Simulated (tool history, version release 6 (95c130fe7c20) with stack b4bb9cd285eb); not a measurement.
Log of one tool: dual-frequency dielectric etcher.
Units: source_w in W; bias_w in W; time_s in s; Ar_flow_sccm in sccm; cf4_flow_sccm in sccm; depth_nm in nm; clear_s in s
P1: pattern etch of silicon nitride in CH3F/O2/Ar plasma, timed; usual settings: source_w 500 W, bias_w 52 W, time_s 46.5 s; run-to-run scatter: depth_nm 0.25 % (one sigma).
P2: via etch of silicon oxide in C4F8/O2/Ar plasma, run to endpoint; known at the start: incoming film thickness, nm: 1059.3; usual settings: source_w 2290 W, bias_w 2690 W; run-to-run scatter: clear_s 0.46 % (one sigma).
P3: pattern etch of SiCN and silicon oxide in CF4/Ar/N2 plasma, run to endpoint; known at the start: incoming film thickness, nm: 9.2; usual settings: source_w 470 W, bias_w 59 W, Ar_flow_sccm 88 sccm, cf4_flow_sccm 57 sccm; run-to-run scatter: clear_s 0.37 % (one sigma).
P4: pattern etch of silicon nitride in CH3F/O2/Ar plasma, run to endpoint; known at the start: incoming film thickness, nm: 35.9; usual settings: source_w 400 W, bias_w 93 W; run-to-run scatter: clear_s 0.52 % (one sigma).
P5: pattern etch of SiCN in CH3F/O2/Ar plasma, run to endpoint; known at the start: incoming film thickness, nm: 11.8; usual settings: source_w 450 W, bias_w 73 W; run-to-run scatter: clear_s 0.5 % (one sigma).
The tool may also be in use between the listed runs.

run,hour,process,source_w,bias_w,time_s,Ar_flow_sccm,cf4_flow_sccm,depth_nm,clear_s
1,4.3,P1,500,52,46.5,,,31.204,
2,7.4,P1,500,52,46.5,,,31.445,
3,11.7,P3,470,59,,107,57,,11.4860
4,16.0,P3,470,59,,88,57,,11.1280
# hour 18.1: wet clean of the chamber
5,20.3,P1,620,65,46.5,,,36.597,
6,23.7,P1,580,36,46.5,,,29.820,
7,28.9,P1,350,52,46.5,,,27.299,
8,34.7,P2,2290,3735,,,,,165.7600
9,40.0,P5,620,73,,,,,26.5940
10,45.3,P2,2290,2690,,,,,182.3600
11,50.7,P1,660,52,46.5,,,34.964,
12,54.2,P4,400,124,,,,,43.2040
13,58.2,P1,500,52,26.0,,,17.581,
14,63.2,P1,500,65,46.5,,,33.658,
15,68.6,P1,610,64,46.5,,,36.104,
16,72.8,P5,450,99,,,,,26.9240
17,79.2,P1,500,52,46.5,,,31.391,
18,84.6,P2,3240,2690,,,,,158.8800
19,89.1,P3,470,59,,88,81,,10.4970
20,92.8,P1,500,52,61.0,,,41.232,
21,96.0,P1,500,52,46.5,,,31.362,
22,100.1,P4,400,93,,,,,48.5610
23,103.2,P4,250,93,,,,,58.1080
24,107.9,P1,500,34,46.5,,,27.670,
25,110.9,P4,400,93,,,,,48.4590
26,116.5,P3,470,34,,88,57,,13.1690
27,119.6,P3,610,59,,88,57,,8.8367
28,125.6,P5,450,73,,,,,30.1320
29,130.7,P1,500,52,46.5,,,31.481,
30,134.9,P1,500,52,46.5,,,31.009,
31,137.9,P1,500,52,46.5,,,31.080,
32,143.6,P1,500,52,46.5,,,30.981,
33,146.7,P1,500,52,46.5,,,30.934,

Forecast run 34:
# hour 149.9: wet clean of the chamber
34,150.5,P1,500,52,46.5,,,?,

{"run 34": {"depth_nm": 30.979}}

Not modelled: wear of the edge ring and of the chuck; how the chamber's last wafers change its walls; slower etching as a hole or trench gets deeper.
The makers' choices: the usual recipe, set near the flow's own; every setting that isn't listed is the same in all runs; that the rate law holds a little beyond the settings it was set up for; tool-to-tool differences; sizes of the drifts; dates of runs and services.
